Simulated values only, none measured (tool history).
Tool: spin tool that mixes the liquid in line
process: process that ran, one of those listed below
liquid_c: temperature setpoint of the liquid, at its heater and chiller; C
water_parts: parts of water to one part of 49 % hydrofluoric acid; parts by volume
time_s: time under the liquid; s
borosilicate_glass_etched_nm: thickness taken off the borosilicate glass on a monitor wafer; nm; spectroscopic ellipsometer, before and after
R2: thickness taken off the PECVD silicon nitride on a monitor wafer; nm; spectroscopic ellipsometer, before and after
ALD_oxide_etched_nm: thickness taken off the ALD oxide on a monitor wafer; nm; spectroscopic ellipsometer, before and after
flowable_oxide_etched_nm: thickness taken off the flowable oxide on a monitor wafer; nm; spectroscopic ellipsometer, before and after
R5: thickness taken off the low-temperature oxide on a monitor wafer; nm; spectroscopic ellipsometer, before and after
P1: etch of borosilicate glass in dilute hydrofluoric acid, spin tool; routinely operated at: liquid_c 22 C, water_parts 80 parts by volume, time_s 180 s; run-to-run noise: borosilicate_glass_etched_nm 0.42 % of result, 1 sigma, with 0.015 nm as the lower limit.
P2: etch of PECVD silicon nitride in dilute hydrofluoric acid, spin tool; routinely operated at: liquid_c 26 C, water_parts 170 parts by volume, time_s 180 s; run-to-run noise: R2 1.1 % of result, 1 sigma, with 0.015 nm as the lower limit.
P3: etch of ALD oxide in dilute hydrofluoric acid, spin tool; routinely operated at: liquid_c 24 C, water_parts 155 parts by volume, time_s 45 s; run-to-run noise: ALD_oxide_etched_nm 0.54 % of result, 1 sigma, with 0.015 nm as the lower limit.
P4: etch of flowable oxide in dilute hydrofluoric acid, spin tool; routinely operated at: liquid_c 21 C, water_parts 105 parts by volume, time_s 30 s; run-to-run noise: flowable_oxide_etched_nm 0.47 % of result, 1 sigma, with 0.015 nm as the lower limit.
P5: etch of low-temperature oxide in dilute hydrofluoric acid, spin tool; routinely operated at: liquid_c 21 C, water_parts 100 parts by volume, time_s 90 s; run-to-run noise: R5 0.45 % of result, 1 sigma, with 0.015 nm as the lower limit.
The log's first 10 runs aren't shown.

Run 11, day 2.167: process P5, liquid_c 21 C, water_parts 65 parts by volume, time_s 90 s. Result: R5 17.569 nm.
Run 12, day 2.296: process P5, liquid_c 21 C, water_parts 100 parts by volume, time_s 90 s. Result: R5 10.93 nm.
Run 13, day 2.479: process P4, liquid_c 21 C, water_parts 145 parts by volume, time_s 30 s. Result: flowable_oxide_etched_nm 7.3493 nm.
Run 14, day 2.667: process P5, liquid_c 21 C, water_parts 100 parts by volume, time_s 170 s. Result: R5 20.577 nm.
Run 15, day 2.833: process P4, liquid_c 21 C, water_parts 105 parts by volume, time_s 50 s. Result: flowable_oxide_etched_nm 17.662 nm.
Run 16, day 3.062: process P1, liquid_c 22 C, water_parts 125 parts by volume, time_s 180 s. Result: borosilicate_glass_etched_nm 31.666 nm.
Run 17, day 3.233: process P1, liquid_c 29.5 C, water_parts 80 parts by volume, time_s 180 s. Result: borosilicate_glass_etched_nm 70.477 nm.
Run 18, day 3.429: process P3, liquid_c 24 C, water_parts 155 parts by volume, time_s 45 s. Result: ALD_oxide_etched_nm 5.1162 nm.
Run 19, day 3.688: process P1, liquid_c 22 C, water_parts 20 parts by volume, time_s 180 s. Result: borosilicate_glass_etched_nm 225.91 nm.
Run 20, day 3.929: process P2, liquid_c 26 C, water_parts 170 parts by volume, time_s 65 s. Result: R2 0.80952 nm.
Run 21, day 4.067: process P3, liquid_c 17.5 C, water_parts 155 parts by volume, time_s 45 s. Result: ALD_oxide_etched_nm 3.9641 nm.
Run 22, day 4.204: process P2, liquid_c 20 C, water_parts 170 parts by volume, time_s 180 s. Result: R2 1.5509 nm.
At day 4.35: hydrofluoric acid flow meter replaced.
Run 23, day 4.471: process P1, liquid_c 22 C, water_parts 80 parts by volume, time_s 180 s. Result: borosilicate_glass_etched_nm 52.426 nm.
Run 24, day 4.604: process P4, liquid_c 17 C, water_parts 105 parts by volume, time_s 30 s. Result: flowable_oxide_etched_nm 8.9285 nm.
Run 25, day 4.871: process P1, liquid_c 22 C, water_parts 80 parts by volume, time_s 180 s. Result: borosilicate_glass_etched_nm 51.874 nm.
Run 26, day 5.133: process P1, liquid_c 22 C, water_parts 80 parts by volume, time_s 180 s. Result: borosilicate_glass_etched_nm 52.128 nm.
Run 27, day 5.333: process P1, liquid_c 22 C, water_parts 80 parts by volume, time_s 180 s. Result: borosilicate_glass_etched_nm 51.927 nm.
Run 28, day 5.492: process P1, liquid_c 22 C, water_parts 80 parts by volume, time_s 180 s. Result: borosilicate_glass_etched_nm 52.166 nm.
Run 29, day 5.646: process P2, liquid_c 26 C, water_parts 80 parts by volume, time_s 180 s. Result: R2 4.7942 nm.
Run 30, day 5.912: process P4, liquid_c 21 C, water_parts 105 parts by volume, time_s 30 s. Result: flowable_oxide_etched_nm 10.588 nm.
Run 31, day 6.033: process P1, liquid_c 17 C, water_parts 80 parts by volume, time_s 180 s. Result: borosilicate_glass_etched_nm 42.368 nm.
Run 32, day 6.246: process P1, liquid_c 22 C, water_parts 80 parts by volume, time_s 180 s. Result: borosilicate_glass_etched_nm 52.342 nm.
Run 33, day 6.488: process P1, liquid_c 22 C, water_parts 80 parts by volume, time_s 180 s. Result: borosilicate_glass_etched_nm 50.849 nm.
Run 34, day 6.633: process P1, liquid_c 22 C, water_parts 80 parts by volume, time_s 180 s. Result: borosilicate_glass_etched_nm 50.275 nm.
Run 35, day 6.879: process P1, liquid_c 22 C, water_parts 80 parts by volume, time_s 180 s. Result: borosilicate_glass_etched_nm 49.317 nm.

Run 36 comes next. What will it give?
Run 36, day 7.075: process P1, liquid_c 22 C, water_parts 80 parts by volume, time_s 180 s. Result: borosilicate_glass_etched_nm ?.

borosilicate_glass_etched_nm: 48.674 nm

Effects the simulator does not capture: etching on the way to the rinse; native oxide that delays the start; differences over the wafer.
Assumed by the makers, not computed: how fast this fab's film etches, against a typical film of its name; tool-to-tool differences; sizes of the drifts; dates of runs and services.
